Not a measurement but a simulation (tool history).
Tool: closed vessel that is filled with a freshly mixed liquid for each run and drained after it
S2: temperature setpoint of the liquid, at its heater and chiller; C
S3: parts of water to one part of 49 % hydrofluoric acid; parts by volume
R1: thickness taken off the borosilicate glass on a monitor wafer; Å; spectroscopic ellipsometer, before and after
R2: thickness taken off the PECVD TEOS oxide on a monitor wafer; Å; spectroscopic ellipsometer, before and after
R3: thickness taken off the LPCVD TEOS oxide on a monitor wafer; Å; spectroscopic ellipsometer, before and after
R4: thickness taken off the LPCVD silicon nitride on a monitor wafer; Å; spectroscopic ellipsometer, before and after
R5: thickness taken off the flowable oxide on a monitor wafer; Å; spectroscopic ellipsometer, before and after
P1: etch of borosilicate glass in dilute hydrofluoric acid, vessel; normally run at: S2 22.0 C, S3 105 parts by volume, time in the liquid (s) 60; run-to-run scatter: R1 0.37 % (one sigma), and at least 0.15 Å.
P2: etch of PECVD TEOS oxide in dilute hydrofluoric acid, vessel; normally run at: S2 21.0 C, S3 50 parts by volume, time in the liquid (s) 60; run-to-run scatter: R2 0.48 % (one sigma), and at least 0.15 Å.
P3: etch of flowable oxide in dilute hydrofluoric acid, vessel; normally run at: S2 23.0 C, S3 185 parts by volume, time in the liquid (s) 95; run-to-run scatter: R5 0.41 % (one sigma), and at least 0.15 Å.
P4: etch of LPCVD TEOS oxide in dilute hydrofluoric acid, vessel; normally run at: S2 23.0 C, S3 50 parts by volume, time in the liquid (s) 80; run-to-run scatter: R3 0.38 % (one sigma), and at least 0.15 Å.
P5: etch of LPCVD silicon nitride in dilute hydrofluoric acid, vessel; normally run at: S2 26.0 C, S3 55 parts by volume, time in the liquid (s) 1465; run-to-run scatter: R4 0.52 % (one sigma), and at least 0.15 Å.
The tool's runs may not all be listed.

Run 1, hour 12.7: process that ran P1, S2 22.0 C, S3 105 parts by volume, time in the liquid (s) 60. Result: R1 168.830 Å.
Run 2, hour 26.7: process that ran P1, S2 17.0 C, S3 105 parts by volume, time in the liquid (s) 60. Result: R1 138.320 Å.
Run 3, hour 33.9: process that ran P1, S2 22.0 C, S3 105 parts by volume, time in the liquid (s) 60. Result: R1 168.650 Å.
Run 4, hour 42.4: process that ran P1, S2 22.0 C, S3 105 parts by volume, time in the liquid (s) 60. Result: R1 169.210 Å.
Run 5, hour 49.9: process that ran P1, S2 22.0 C, S3 105 parts by volume, time in the liquid (s) 60. Result: R1 168.940 Å.
Run 6, hour 62.4: process that ran P2, S2 21.0 C, S3 20 parts by volume, time in the liquid (s) 60. Result: R2 587.09 Å.
Run 7, hour 76.9: process that ran P4, S2 23.0 C, S3 25 parts by volume, time in the liquid (s) 80. Result: R3 835.80 Å.
Run 8, hour 92.6: process that ran P5, S2 26.0 C, S3 20 parts by volume, time in the liquid (s) 1465. Result: R4 412.330 Å.
Run 9, hour 108.0: process that ran P5, S2 26.0 C, S3 55 parts by volume, time in the liquid (s) 1465. Result: R4 154.710 Å.
Run 10, hour 116.4: process that ran P1, S2 22.0 C, S3 55 parts by volume, time in the liquid (s) 60. Result: R1 341.190 Å.
Run 11, hour 126.9: process that ran P2, S2 29.0 C, S3 50 parts by volume, time in the liquid (s) 60. Result: R2 314.65 Å.
Run 12, hour 141.2: process that ran P1, S2 22.0 C, S3 155 parts by volume, time in the liquid (s) 60. Result: R1 108.180 Å.
Run 13, hour 156.5: process that ran P5, S2 26.0 C, S3 55 parts by volume, time in the liquid (s) 360. Result: R4 38.336 Å.
Run 14, hour 168.2: process that ran P2, S2 21.0 C, S3 50 parts by volume, time in the liquid (s) 60. Result: R2 227.49 Å.
Run 15, hour 181.1: process that ran P1, S2 26.0 C, S3 160 parts by volume, time in the liquid (s) 60. Result: R1 121.490 Å.
Run 16, hour 193.7: process that ran P3, S2 23.0 C, S3 185 parts by volume, time in the liquid (s) 95. Result: R5 135.25 Å.
Run 17, hour 206.6: process that ran P2, S2 21.0 C, S3 50 parts by volume, time in the liquid (s) 60. Result: R2 227.50 Å.
Run 18, hour 214.9: process that ran P1, S2 22.0 C, S3 105 parts by volume, time in the liquid (s) 60. Result: R1 169.010 Å.
Run 19, hour 226.6: process that ran P4, S2 23.0 C, S3 50 parts by volume, time in the liquid (s) 80. Result: R3 405.11 Å.
Run 20, hour 237.4: process that ran P1, S2 22.0 C, S3 105 parts by volume, time in the liquid (s) 30. Result: R1 84.635 Å.
Run 21, hour 252.0: process that ran P3, S2 28.0 C, S3 185 parts by volume, time in the liquid (s) 95. Result: R5 164.02 Å.
Run 22, hour 263.6: process that ran P1, S2 22.0 C, S3 105 parts by volume, time in the liquid (s) 60. Result: R1 168.370 Å.
Run 23, hour 275.3: process that ran P4, S2 31.5 C, S3 50 parts by volume, time in the liquid (s) 80. Result: R3 571.49 Å.
Run 24, hour 288.8: process that ran P1, S2 22.0 C, S3 105 parts by volume, time in the liquid (s) 60. Result: R1 169.000 Å.
Run 25, hour 301.3: process that ran P3, S2 23.0 C, S3 185 parts by volume, time in the liquid (s) 170. Result: R5 242.22 Å.
Run 26, hour 312.8: process that ran P5, S2 18.0 C, S3 55 parts by volume, time in the liquid (s) 1465. Result: R4 90.461 Å.
Run 27, hour 322.9: process that ran P1, S2 22.0 C, S3 105 parts by volume, time in the liquid (s) 105. Result: R1 295.970 Å.
Run 28, hour 331.9: process that ran P1, S2 22.0 C, S3 165 parts by volume, time in the liquid (s) 110. Result: R1 185.030 Å.
Run 29, hour 346.8: process that ran P1, S2 26.5 C, S3 105 parts by volume, time in the liquid (s) 60. Result: R1 202.450 Å.
Run 30, hour 356.2: process that ran P4, S2 23.0 C, S3 50 parts by volume, time in the liquid (s) 30. Result: R3 152.83 Å.
Run 31, hour 372.1: process that ran P2, S2 21.0 C, S3 50 parts by volume, time in the liquid (s) 35. Result: R2 132.10 Å.
Run 32, hour 387.3: process that ran P3, S2 23.0 C, S3 45 parts by volume, time in the liquid (s) 95. Result: R5 661.97 Å.
Run 33, hour 394.9: process that ran P1, S2 22.0 C, S3 105 parts by volume, time in the liquid (s) 60. Result: R1 168.980 Å.
Run 34, hour 410.7: process that ran P1, S2 22.0 C, S3 105 parts by volume, time in the liquid (s) 60. Result: R1 172.560 Å.
Run 35, hour 426.8: process that ran P1, S2 22.0 C, S3 105 parts by volume, time in the liquid (s) 60. Result: R1 176.450 Å.
Run 36, hour 441.0: process that ran P1, S2 22.0 C, S3 105 parts by volume, time in the liquid (s) 60. Result: R1 176.460 Å.
Run 37, hour 450.2: process that ran P1, S2 22.0 C, S3 105 parts by volume, time in the liquid (s) 60. Result: R1 177.690 Å.
Run 38, hour 465.4: process that ran P1, S2 22.0 C, S3 105 parts by volume, time in the liquid (s) 60. Result: R1 178.710 Å.
Run 39, hour 478.4: process that ran P1, S2 22.0 C, S3 105 parts by volume, time in the liquid (s) 60. Result: R1 180.040 Å.
Run 40, hour 494.4: process that ran P1, S2 22.0 C, S3 105 parts by volume, time in the liquid (s) 60. Result: R1 178.760 Å.
Run 41, hour 505.4: process that ran P1, S2 22.0 C, S3 105 parts by volume, time in the liquid (s) 60. Result: R1 181.110 Å.
Run 42, hour 516.7: process that ran P1, S2 22.0 C, S3 105 parts by volume, time in the liquid (s) 60. Result: R1 179.430 Å.

What P1 gives has crept away from where it was. These 2 causes fit the log equally well, each at the size given:
A: hydrofluoric acid flow above the setpoint (%) = 5.49
B: liquid hotter than its thermometer reads (K) = 1.5
The creep began at about hour 394.9.

4 check runs are offered, each on 2 wafers whose results are averaged, their results left as question marks. Which one tells the causes apart?
Run check 1, hour 528.0: process that ran P4, S2 28.5 C, S3 50 parts by volume, time in the liquid (s) 50. Result: R3 ?.
Run check 2, hour 528.0: process that ran P3, S2 23.0 C, S3 115 parts by volume, time in the liquid (s) 150. Result: R5 ?.
Run check 3, hour 528.0: process that ran P5, S2 20.0 C, S3 55 parts by volume, time in the liquid (s) 370. Result: R4 ?.
Run check 4, hour 528.0: process that ran P2, S2 29.0 C, S3 20 parts by volume, time in the liquid (s) 60. Result: R2 ?.

What each check would give under each cause:
  check  result    if A    if B
check 1      R3  336.67  337.33
check 2      R5  395.40  394.80
check 3      R4  27.551  29.005
check 4      R2  871.80  876.81
How far apart the two closest causes lie, in the result that separates them most: check 1 0.2 %; check 2 0.15 %; check 3 5.14 %; check 4 0.57 %
Check 3 tells the causes apart: in the others they would give nearly the same result.

Then check 3 was run and gave: R4 27.383 Å. Which cause is it?

It is A: hydrofluoric acid flow above the setpoint (%).
